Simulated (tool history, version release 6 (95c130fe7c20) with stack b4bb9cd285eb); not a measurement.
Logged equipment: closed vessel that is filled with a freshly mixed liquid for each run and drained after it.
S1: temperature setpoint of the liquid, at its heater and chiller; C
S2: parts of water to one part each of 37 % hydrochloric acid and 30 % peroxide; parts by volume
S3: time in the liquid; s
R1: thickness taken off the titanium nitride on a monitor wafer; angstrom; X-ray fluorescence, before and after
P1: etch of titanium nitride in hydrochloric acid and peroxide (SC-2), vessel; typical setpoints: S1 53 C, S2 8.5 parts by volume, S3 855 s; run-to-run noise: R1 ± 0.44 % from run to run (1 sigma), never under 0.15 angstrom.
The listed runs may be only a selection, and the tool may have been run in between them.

run,hour,S1,S2,S3,R1
1,12.3,53,8.5,855,238.69
2,22.2,53,14.5,855,152.31
3,30.2,38,8.5,855,85.206
4,42,61,8.5,855,396.95
5,50.5,53,8.5,855,237.5
6,64,53,4,855,417.75
7,71.9,53,8.5,855,239.47
8,79.3,42,12,855,84.509
9,92.5,53,8.5,855,235.39
10,105.3,53,8.5,855,238.5
11,113.6,53,8.5,1710,474.62
12,127.4,53,8.5,855,239.64
13,138.3,53,8.5,250,70.321
14,145.8,53,5.5,1190,465.46
15,155,53,8.5,855,239
16,168.7,53,8.5,855,248.24
17,176.4,53,8.5,855,249.38
18,184,53,8.5,855,253.76
19,190.2,53,8.5,855,254.06
20,204.2,53,8.5,855,255.44
21,212.2,53,8.5,855,255.32
22,223.6,53,8.5,855,259.17
23,231.5,53,8.5,855,256.37
24,238,53,8.5,855,258.95
25,247.5,53,8.5,855,261.01
26,254,53,8.5,855,259.21

The output of P1 has drifted from where it used to be. Each of the 2 causes below, taken at the size shown beside it, accounts for the log equally well:
A: chemicals flow above the setpoint (%) = 11
B: liquid hotter than its thermometer reads (K) = 1.29
At approximately hour 155, the process output began to creep.
Why every other cause is out:
peroxide weaker than its label (%): at its largest 8, which would move R1 by -7.3 %, too little to match the creep or of the wrong sign

Each of the check runs listed below is run on 3 wafers and reports their average, with the results left as question marks. Pick the one under which the possible causes would lead to clearly different results.
check 1,260.5,53,11,1525,?
check 2,260.5,53,13,300,?
check 3,260.5,42,14,855,?
check 4,260.5,45,4,855,?

Expected result of each check under each candidate cause:
check,result,if A,if B
check 1,R1,374.83,373.53
check 2,R1,64.046,63.684
check 3,R1,81.3,81.25
check 4,R1,261.1,266.4
Gap, in per cent, between the two causes that each check separates least, read from the result that separates them most: check 1 0.35 %; check 2 0.57 %; check 3 0.06 %; check 4 2.01 %
Of the check runs offered, only check 4 discriminates between the causes; the rest would read about the same regardless of which cause applies.

Then check 4 was run and gave: R1 262.09 angstrom. Which cause is it?

It is A: chemicals flow above the setpoint (%).
